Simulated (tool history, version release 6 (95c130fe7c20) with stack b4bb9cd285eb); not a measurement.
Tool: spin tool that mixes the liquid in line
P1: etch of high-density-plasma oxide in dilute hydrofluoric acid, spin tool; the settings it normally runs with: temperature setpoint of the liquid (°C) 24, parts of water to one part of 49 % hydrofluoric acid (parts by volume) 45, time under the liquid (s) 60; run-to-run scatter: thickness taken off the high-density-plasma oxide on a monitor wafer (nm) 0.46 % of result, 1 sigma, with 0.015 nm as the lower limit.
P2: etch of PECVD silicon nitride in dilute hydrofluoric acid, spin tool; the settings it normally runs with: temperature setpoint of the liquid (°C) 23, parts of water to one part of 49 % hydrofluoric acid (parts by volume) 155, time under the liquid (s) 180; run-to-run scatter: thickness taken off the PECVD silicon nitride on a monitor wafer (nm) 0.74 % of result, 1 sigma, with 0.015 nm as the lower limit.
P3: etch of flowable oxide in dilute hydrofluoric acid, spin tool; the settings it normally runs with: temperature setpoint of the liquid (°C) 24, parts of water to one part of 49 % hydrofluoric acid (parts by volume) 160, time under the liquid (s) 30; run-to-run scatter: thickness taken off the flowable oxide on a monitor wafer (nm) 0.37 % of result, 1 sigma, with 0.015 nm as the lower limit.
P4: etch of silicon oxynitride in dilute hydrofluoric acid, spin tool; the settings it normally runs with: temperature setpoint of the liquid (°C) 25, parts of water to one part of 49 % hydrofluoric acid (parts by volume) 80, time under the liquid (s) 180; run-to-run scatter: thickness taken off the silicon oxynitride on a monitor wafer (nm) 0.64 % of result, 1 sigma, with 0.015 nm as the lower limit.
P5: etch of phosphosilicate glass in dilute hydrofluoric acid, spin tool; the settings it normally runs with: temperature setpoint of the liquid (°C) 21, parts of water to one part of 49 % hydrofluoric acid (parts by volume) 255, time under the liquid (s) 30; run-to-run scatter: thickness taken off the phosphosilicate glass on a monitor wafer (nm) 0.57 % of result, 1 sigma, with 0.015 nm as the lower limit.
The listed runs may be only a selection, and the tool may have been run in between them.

run     day  process that ran  temperature setpoint of the liquid (°C)  parts of water to one part of 49 % hydrofluoric acid (parts by volume)  time under the liquid (s)  hours since the thermometer was replaced  hours since the hydrofluoric acid flow meter was replaced  thickness taken off the high-density-plasma oxide on a monitor wafer (nm)  thickness taken off the PECVD silicon nitride on a monitor wafer (nm)  thickness taken off the flowable oxide on a monitor wafer (nm)  thickness taken off the silicon oxynitride on a monitor wafer (nm)  thickness taken off the phosphosilicate glass on a monitor wafer (nm)
  1   0.217                P1                                       24                                                                      45                         60                                    1697.6                                                     1314.4                                                                     7.9089
  2   0.496                P1                                       29                                                                      45                         60                                    1704.3                                                     1321.1                                                                     9.6988
  3   0.717                P1                                       24                                                                      45                         60                                    1709.6                                                     1326.4                                                                     7.9713
  4   1.033                P2                                       23                                                                     155                         50                                    1717.2                                                       1334                                                                                                                                             0.971
  5   1.204                P3                                     19.5                                                                     160                         30                                    1721.3                                                     1338.1                                                                                                                                                                                                            6.2116
  6   1.475                P2                                       23                                                                     155                        180                                    1727.8                                                     1344.6                                                                                                                                            3.4739
  7   1.675                P1                                       24                                                                      45                         15                                    1732.6                                                     1349.4                                                                     2.0117
  8   1.912                P4                                       18                                                                      80                        180                                    1738.3                                                     1355.1                                                                                                                                                                                                                                                                                3.0905
  9   2.192                P1                                       24                                                                      65                         60                                      1745                                                     1361.8                                                                     5.3349
 10   2.354                P5                                       21                                                                     255                         15                                    1748.9                                                     1365.7                                                                                                                                                                                                                                                                                                                                                       3.4049
 11   2.596                P5                                       21                                                                     255                         30                                    1754.7                                                     1371.5                                                                                                                                                                                                                                                                                                                                                       6.6986
 12   2.883                P2                                       23                                                                     155                        180                                    1761.6                                                     1378.4                                                                                                                                            3.5275
 13   3.083                P3                                       24                                                                      55                         30                                    1766.4                                                     1383.2                                                                                                                                                                                                            24.513
 14   3.333                P3                                       24                                                                     160                         65                                    1772.4                                                     1389.2                                                                                                                                                                                                            16.014
 15   3.517                P4                                       25                                                                      80                        180                                    1776.8                                                     1393.6                                                                                                                                                                                                                                                                                4.3047
 16   3.821                P4                                       25                                                                      80                         25                                    1784.1                                                     1400.9                                                                                                                                                                                                                                                                                0.6141
 17   4.162                P1                                       24                                                                      45                        110                                    1792.3                                                     1409.1                                                                     14.556
 18   4.371                P4                                       25                                                                     125                        180                                    1797.3                                                     1414.1                                                                                                                                                                                                                                                                                2.6499
      4.583  -- hydrofluoric acid flow meter replaced
 19   4.708                P2                                       23                                                                      90                        180                                    1805.4                                                          3                                                                                                                                            5.9207
 20   4.904                P1                                       24                                                                      45                         60                                    1810.1                                                        7.7                                                                     7.8765
 21   5.175                P5                                       21                                                                     255                         30                                    1816.6                                                       14.2                                                                                                                                                                                                                                                                                                                                                       6.7755
 22   5.425                P1                                     19.5                                                                      45                         15                                    1822.6                                                       20.2                                                                     1.6208
 23   5.662                P1                                       28                                                                      45                        100                                    1828.3                                                       25.9                                                                     15.554
 24   5.992                P3                                       24                                                                     160                         30                                    1836.2                                                       33.8                                                                                                                                                                                                            7.3983
 25    6.35                P1                                       24                                                                      45                         60                                    1844.8                                                       42.4                                                                     7.8877
 26   6.638                P4                                       25                                                                      80                        180                                    1851.7                                                       49.3                                                                                                                                                                                                                                                                                4.3802
 27   6.996                P2                                     28.5                                                                     155                        180                                    1860.3                                                       57.9                                                                                                                                            4.9814
 28   7.158                P1                                       24                                                                      45                         60                                    1864.2                                                       61.8                                                                     7.9606
 29   7.475                P1                                       24                                                                      25                         60                                    1871.8                                                       69.4                                                                     14.665
 30   7.717                P3                                       24                                                                     160                         30                                    1877.6                                                       75.2                                                                                                                                                                                                            7.3857
 31   7.992                P1                                       19                                                                      45                         60                                    1884.2                                                       81.8                                                                      6.402
 32   8.204                P5                                       21                                                                      40                         30                                    1889.3                                                       86.9                                                                                                                                                                                                                                                                                                                                                       53.909
 33   8.408                P5                                     26.5                                                                     255                         30                                    1894.2                                                       91.8                                                                                                                                                                                                                                                                                                                                                       8.1915
 34   8.712                P1                                       24                                                                      45                         60                                    1901.5                                                       99.1                                                                     7.9256
 35   8.912                P1                                       24                                                                      45                         60                                    1906.3                                                      103.9                                                                     8.0872
 36   9.129                P1                                       24                                                                      45                         60                                    1911.5                                                      109.1                                                                     8.3023
 37   9.458                P1                                       24                                                                      45                         60                                    1919.4                                                        117                                                                     8.3874
 38   9.717                P1                                       24                                                                      45                         60                                    1925.6                                                      123.2                                                                     8.5743
 39  10.075                P1                                       24                                                                      45                         60                                    1934.2                                                      131.8                                                                     8.6453
 40  10.267                P1                                       24                                                                      45                         60                                    1938.8                                                      136.4                                                                     8.6829
 41    10.6                P1                                       24                                                                      45                         60                                    1946.8                                                      144.4                                                                     8.6492
 42  10.867                P1                                       24                                                                      45                         60                                    1953.2                                                      150.8                                                                      8.649
 43  11.188                P1                                       24                                                                      45                         60                                    1960.9                                                      158.5                                                                     8.6951

What P1 gives has crept off from where it sat before. The 2 causes that follow fit the log equally well, each at the size noted:
A: hydrofluoric acid flow above the setpoint (%) = 9.26
B: liquid hotter than its thermometer reads (K) = 2.29
Creep in the process output first set in at about day 8.712.

Which of the check runs below tells the causes apart, meaning the causes would give it clearly different results? Each run uses 2 wafers whose results are averaged, and each result is shown as a question mark.
check 1  11.508                P2                                       28                                                                     155                        115                                                                                                                                                                                                                                                      ?
check 2  11.508                P4                                       25                                                                      80                         45                                                                                                                                                                                                                                                                                                                                                                                          ?
check 3  11.508                P5                                       21                                                                      80                         30                                                                                                                                                                                                                                                                                                                                                                                                                                                                 ?
check 4  11.508                P3                                       24                                                                      65                         60                                                                                                                                                                                                                                                                                                                      ?

How each check would come out, cause by cause:
  check                                                                 result    if A    if B
check 1  thickness taken off the PECVD silicon nitride on a monitor wafer (nm)  3.3695  3.5486
check 2     thickness taken off the silicon oxynitride on a monitor wafer (nm)  1.1956  1.2114
check 3  thickness taken off the phosphosilicate glass on a monitor wafer (nm)  28.374  28.289
check 4         thickness taken off the flowable oxide on a monitor wafer (nm)  44.988  44.831
Per check, the gap between the least separated pair of causes, taken in the result that splits them most: check 1 5.18 %; check 2 1.31 %; check 3 0.3 %; check 4 0.35 %
Check 1 distinguishes between the causes, while the remaining checks would return nearly the same result for all of them.

Check 1 was carried out, with these results: thickness taken off the PECVD silicon nitride on a monitor wafer (nm) 3.5374. Which of the listed causes is responsible?

Of the candidate causes, it is B: liquid hotter than its thermometer reads (K).
